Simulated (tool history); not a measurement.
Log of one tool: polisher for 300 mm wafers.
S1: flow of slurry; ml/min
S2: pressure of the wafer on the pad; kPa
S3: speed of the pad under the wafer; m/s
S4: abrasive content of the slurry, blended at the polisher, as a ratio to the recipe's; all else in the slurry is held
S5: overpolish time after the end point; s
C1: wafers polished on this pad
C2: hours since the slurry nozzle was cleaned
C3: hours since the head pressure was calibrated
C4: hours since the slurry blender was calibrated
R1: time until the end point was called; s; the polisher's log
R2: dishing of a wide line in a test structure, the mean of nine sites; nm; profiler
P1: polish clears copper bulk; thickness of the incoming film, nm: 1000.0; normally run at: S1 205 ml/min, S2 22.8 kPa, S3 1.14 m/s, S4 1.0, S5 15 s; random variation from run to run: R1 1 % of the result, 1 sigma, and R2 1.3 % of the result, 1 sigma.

run,hour,S1,S2,S3,S4,S5,C1,C2,C3,C4,R1,R2
1,9.9,205,22.8,1.14,1.0,15,433,242.5,283.3,47.9,73.750,59.425
2,27.9,285,22.8,1.14,1.0,15,589,260.5,301.3,65.9,71.844,57.962
# hour 33.1: worn pad replaced by a new one
3,44.4,205,22.8,1.14,0.5,15,97,277.0,317.8,82.4,83.227,57.289
4,57.6,205,22.8,1.14,1.0,4,211,290.2,331.0,95.6,72.485,30.943
5,69.6,205,22.8,1.14,1.0,28,315,302.2,343.0,107.6,73.670,63.380
6,80.4,205,22.8,1.48,1.0,15,408,313.0,353.8,118.4,56.790,60.882
7,96.6,125,22.8,1.14,1.0,15,548,329.2,370.0,134.6,80.871,57.168
8,109.1,205,22.8,1.14,1.5,15,656,341.7,382.5,147.1,67.413,58.937
# hour 115.2: head pressure recalibrated
9,124.4,205,22.8,1.14,1.0,15,788,357.0,9.3,162.4,73.027,58.854
# hour 126.6: slurry nozzle cleaned
10,135.2,205,22.8,1.14,1.0,15,881,8.7,20.1,173.2,73.340,58.553
11,147.5,205,22.8,1.14,1.0,15,987,21.0,32.4,185.5,74.451,57.913
12,163.7,205,22.8,1.14,1.0,15,1127,37.2,48.6,201.7,72.691,58.378
13,176.3,205,15.9,1.14,1.0,15,1236,49.8,61.2,214.3,105.090,50.883

Run 14 comes next. What will it give?
14,190.0,205,22.8,0.68,1.0,15,1354,63.5,74.9,228.0,?,?

R1: 121.590 s
R2: 50.916 nm
